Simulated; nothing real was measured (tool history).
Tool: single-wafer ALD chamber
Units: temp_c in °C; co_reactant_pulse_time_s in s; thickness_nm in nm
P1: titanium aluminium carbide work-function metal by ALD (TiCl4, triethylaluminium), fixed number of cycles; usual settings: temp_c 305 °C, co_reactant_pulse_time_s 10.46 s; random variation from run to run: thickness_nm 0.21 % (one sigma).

run,day,temp_c,co_reactant_pulse_time_s,thickness_nm
1,0.208,305,10.46,2.0970
2,0.521,286,7.62,1.8413
3,0.767,305,13.89,2.1341
4,0.938,305,10.46,2.0979
5,1.171,328,4.10,1.7927
6,1.421,305,10.46,2.0934
7,1.650,285,10.46,1.9153
8,1.946,305,10.46,2.0937
9,2.242,305,3.93,1.5969
10,2.488,305,10.46,2.1029
11,2.729,330,10.46,2.3265
12,2.950,292,6.52,1.8204
13,3.212,305,10.46,2.1048
14,3.442,305,10.46,2.0850
15,3.683,305,10.46,2.0921
16,3.992,305,10.46,2.0728
17,4.212,305,10.46,2.0725
18,4.471,305,10.46,2.0693
19,4.679,305,10.46,2.0791
20,4.988,305,10.46,2.0687
21,5.150,305,10.46,2.0606
22,5.408,305,10.46,2.0757
23,5.633,305,10.46,2.0690
24,5.829,305,10.46,2.0700

What P1 gives has crept away from where it was. These 2 causes fit the log equally well, each at the size given:
A: triethylaluminium dose below that of a fresh bottle (%) = 11.5
B: wafer temperature below the value expected at the setpoint (K) = 3.37
The creep began at about day 3.212.

4 check runs are offered, one wafer each, their results left as question marks. Which one tells the causes apart?
check 1,6.025,289,10.46,?
check 2,6.025,319,10.46,?
check 3,6.025,323,4.41,?
check 4,6.025,329,10.46,?

What each check would give under each cause:
check,result,if A,if B
check 1,thickness_nm,1.9268,1.9252
check 2,thickness_nm,2.1913,2.1927
check 3,thickness_nm,1.7179,1.7903
check 4,thickness_nm,2.2808,2.2833
How far apart the two closest causes lie, in the result that separates them most: check 1 0.09 %; check 2 0.06 %; check 3 4.13 %; check 4 0.11 %
Check 3 tells the causes apart: in the others they would give nearly the same result.

Check 3 was then run and gave: thickness_nm 1.7897 nm. Which cause is it?

It is B: wafer temperature below the value expected at the setpoint (K).
